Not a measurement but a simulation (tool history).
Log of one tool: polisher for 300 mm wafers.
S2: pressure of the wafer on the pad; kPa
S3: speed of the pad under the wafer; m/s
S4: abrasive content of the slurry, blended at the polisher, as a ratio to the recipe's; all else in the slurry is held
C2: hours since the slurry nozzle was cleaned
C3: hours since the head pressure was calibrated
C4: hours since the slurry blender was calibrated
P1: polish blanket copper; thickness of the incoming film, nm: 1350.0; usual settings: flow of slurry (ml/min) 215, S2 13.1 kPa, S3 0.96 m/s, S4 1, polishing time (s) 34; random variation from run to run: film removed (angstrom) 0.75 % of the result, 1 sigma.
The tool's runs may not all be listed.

run 1 hour=4.1 | flow_of_slurry_(ml/min)=215 S2=13.1 S3=0.96 S4=1 polishing_time_(s)=34 | wafers_polished_on_this_pad=544 C2=176 C3=764.4 C4=286.7 | film_removed_(angstrom)=766.08
run 2 hour=8.2 | flow_of_slurry_(ml/min)=215 S2=13.1 S3=0.96 S4=1 polishing_time_(s)=19 | wafers_polished_on_this_pad=579 C2=180.1 C3=768.5 C4=290.8 | film_removed_(angstrom)=424.18
run 3 hour=11.1 | flow_of_slurry_(ml/min)=130 S2=13.1 S3=0.96 S4=1 polishing_time_(s)=34 | wafers_polished_on_this_pad=604 C2=183 C3=771.4 C4=293.7 | film_removed_(angstrom)=715.96
run 4 hour=14.3 | flow_of_slurry_(ml/min)=215 S2=18.6 S3=0.96 S4=1 polishing_time_(s)=34 | wafers_polished_on_this_pad=631 C2=186.2 C3=774.6 C4=296.9 | film_removed_(angstrom)=1082.3
run 5 hour=17.1 | flow_of_slurry_(ml/min)=215 S2=7.6 S3=0.96 S4=1 polishing_time_(s)=34 | wafers_polished_on_this_pad=656 C2=189 C3=777.4 C4=299.7 | film_removed_(angstrom)=445.69
run 6 hour=19.3 | flow_of_slurry_(ml/min)=215 S2=13.1 S3=1.46 S4=1 polishing_time_(s)=16 | wafers_polished_on_this_pad=674 C2=191.2 C3=779.6 C4=301.9 | film_removed_(angstrom)=554.19
run 7 hour=23.6 | flow_of_slurry_(ml/min)=215 S2=13.1 S3=0.96 S4=1 polishing_time_(s)=51 | wafers_polished_on_this_pad=711 C2=195.5 C3=783.9 C4=306.2 | film_removed_(angstrom)=1152.1
run 8 hour=27.4 | flow_of_slurry_(ml/min)=215 S2=13.1 S3=0.96 S4=1 polishing_time_(s)=34 | wafers_polished_on_this_pad=744 C2=199.3 C3=787.7 C4=310 | film_removed_(angstrom)=762.51
run 9 hour=30.4 | flow_of_slurry_(ml/min)=215 S2=13.1 S3=0.96 S4=1 polishing_time_(s)=34 | wafers_polished_on_this_pad=770 C2=202.3 C3=790.7 C4=313 | film_removed_(angstrom)=760.76
run 10 hour=34.6 | flow_of_slurry_(ml/min)=215 S2=13.1 S3=0.62 S4=1 polishing_time_(s)=34 | wafers_polished_on_this_pad=806 C2=206.5 C3=794.9 C4=317.2 | film_removed_(angstrom)=493.83
run 11 hour=37.9 | flow_of_slurry_(ml/min)=215 S2=13.1 S3=0.96 S4=1.45 polishing_time_(s)=42 | wafers_polished_on_this_pad=834 C2=209.8 C3=798.2 C4=320.5 | film_removed_(angstrom)=1022.7
run 12 hour=41.1 | flow_of_slurry_(ml/min)=215 S2=13.1 S3=0.96 S4=0.55 polishing_time_(s)=34 | wafers_polished_on_this_pad=861 C2=213 C3=801.4 C4=323.7 | film_removed_(angstrom)=685.61
run 13 hour=44 | flow_of_slurry_(ml/min)=215 S2=13.1 S3=0.96 S4=1.35 polishing_time_(s)=34 | wafers_polished_on_this_pad=886 C2=215.9 C3=804.3 C4=326.6 | film_removed_(angstrom)=813.83
run 14 hour=47.6 | flow_of_slurry_(ml/min)=215 S2=13.1 S3=0.96 S4=1 polishing_time_(s)=34 | wafers_polished_on_this_pad=917 C2=219.5 C3=807.9 C4=330.2 | film_removed_(angstrom)=762.63
run 15 hour=51.1 | flow_of_slurry_(ml/min)=215 S2=13.1 S3=1.24 S4=1 polishing_time_(s)=34 | wafers_polished_on_this_pad=947 C2=223 C3=811.4 C4=333.7 | film_removed_(angstrom)=989.06
run 16 hour=53.8 | flow_of_slurry_(ml/min)=305 S2=13.1 S3=0.96 S4=1 polishing_time_(s)=34 | wafers_polished_on_this_pad=970 C2=225.7 C3=814.1 C4=336.4 | film_removed_(angstrom)=794.89
run 17 hour=57.4 | flow_of_slurry_(ml/min)=215 S2=13.1 S3=0.96 S4=1 polishing_time_(s)=34 | wafers_polished_on_this_pad=1001 C2=229.3 C3=817.7 C4=340 | film_removed_(angstrom)=766.23
run 18 hour=60.8 | flow_of_slurry_(ml/min)=215 S2=13.1 S3=0.96 S4=1 polishing_time_(s)=34 | wafers_polished_on_this_pad=1030 C2=232.7 C3=821.1 C4=343.4 | film_removed_(angstrom)=759.62
run 19 hour=62.8 | flow_of_slurry_(ml/min)=215 S2=13.1 S3=0.96 S4=1 polishing_time_(s)=34 | wafers_polished_on_this_pad=1047 C2=234.7 C3=823.1 C4=345.4 | film_removed_(angstrom)=754.45
run 20 hour=67 | flow_of_slurry_(ml/min)=215 S2=13.1 S3=0.96 S4=1 polishing_time_(s)=34 | wafers_polished_on_this_pad=1083 C2=238.9 C3=827.3 C4=349.6 | film_removed_(angstrom)=740.23
run 21 hour=70.8 | flow_of_slurry_(ml/min)=215 S2=13.1 S3=0.96 S4=1 polishing_time_(s)=34 | wafers_polished_on_this_pad=1116 C2=242.7 C3=831.1 C4=353.4 | film_removed_(angstrom)=734.59
-- hour=71 slurry blender recalibrated
run 22 hour=73.2 | flow_of_slurry_(ml/min)=215 S2=13.1 S3=0.96 S4=1 polishing_time_(s)=34 | wafers_polished_on_this_pad=1137 C2=245.1 C3=833.5 C4=2.3 | film_removed_(angstrom)=723.34
run 23 hour=75.6 | flow_of_slurry_(ml/min)=215 S2=13.1 S3=0.96 S4=1 polishing_time_(s)=34 | wafers_polished_on_this_pad=1157 C2=247.5 C3=835.9 C4=4.7 | film_removed_(angstrom)=731.91
-- hour=79 worn pad replaced by a new one
run 24 hour=79.9 | flow_of_slurry_(ml/min)=215 S2=13.1 S3=0.96 S4=1 polishing_time_(s)=34 | wafers_polished_on_this_pad=8 C2=251.8 C3=840.2 C4=9 | film_removed_(angstrom)=721.48
run 25 hour=83.7 | flow_of_slurry_(ml/min)=215 S2=13.1 S3=0.96 S4=1 polishing_time_(s)=34 | wafers_polished_on_this_pad=40 C2=255.6 C3=844 C4=12.8 | film_removed_(angstrom)=726.66
run 26 hour=86.9 | flow_of_slurry_(ml/min)=215 S2=13.1 S3=0.96 S4=1 polishing_time_(s)=34 | wafers_polished_on_this_pad=68 C2=258.8 C3=847.2 C4=16 | film_removed_(angstrom)=718.25
run 27 hour=90.3 | flow_of_slurry_(ml/min)=215 S2=13.1 S3=0.96 S4=1 polishing_time_(s)=34 | wafers_polished_on_this_pad=97 C2=262.2 C3=850.6 C4=19.4 | film_removed_(angstrom)=714.83

What P1 gives has crept away from where it was. These 2 causes fit the log equally well, each at the size given:
A: slurry flow missing at the pad, % = 31.7
B: head's pressure below its setpoint, % = 5.47
The creep began at about hour 57.4.
Why every other cause is out:
removal rate lost through wear of the pad, %: serviced at hour 79, which brought nothing back
abrasive missing from the slurry, %: serviced at hour 71, which brought nothing back

4 check runs are offered, each on 3 wafers whose results are averaged, their results left as question marks. Which one tells the causes apart?
run check 1 hour=93.7 | flow_of_slurry_(ml/min)=215 S2=10.3 S3=0.96 S4=1 polishing_time_(s)=34 | film_removed_(angstrom)=?
run check 2 hour=93.7 | flow_of_slurry_(ml/min)=130 S2=13.1 S3=0.96 S4=1 polishing_time_(s)=34 | film_removed_(angstrom)=?
run check 3 hour=93.7 | flow_of_slurry_(ml/min)=215 S2=13.1 S3=0.96 S4=0.7 polishing_time_(s)=34 | film_removed_(angstrom)=?
run check 4 hour=93.7 | flow_of_slurry_(ml/min)=215 S2=9.7 S3=0.96 S4=0.75 polishing_time_(s)=34 | film_removed_(angstrom)=?

What each check would give under each cause:
check=check_1 result=film_removed_(angstrom) if_A=571.1 if_B=571.03
check=check_2 result=film_removed_(angstrom) if_A=647.13 if_B=668.58
check=check_3 result=film_removed_(angstrom) if_A=671.26 if_B=671.19
check=check_4 result=film_removed_(angstrom) if_A=501.69 if_B=501.64
How far apart the two closest causes lie, in the result that separates them most: check 1 0.01 %; check 2 3.26 %; check 3 0.01 %; check 4 0.01 %
Check 2 tells the causes apart: in the others they would give nearly the same result.

Check 2 was then run and gave: film removed (angstrom) 668.04. Which cause is it?

It is B: head's pressure below its setpoint, %.
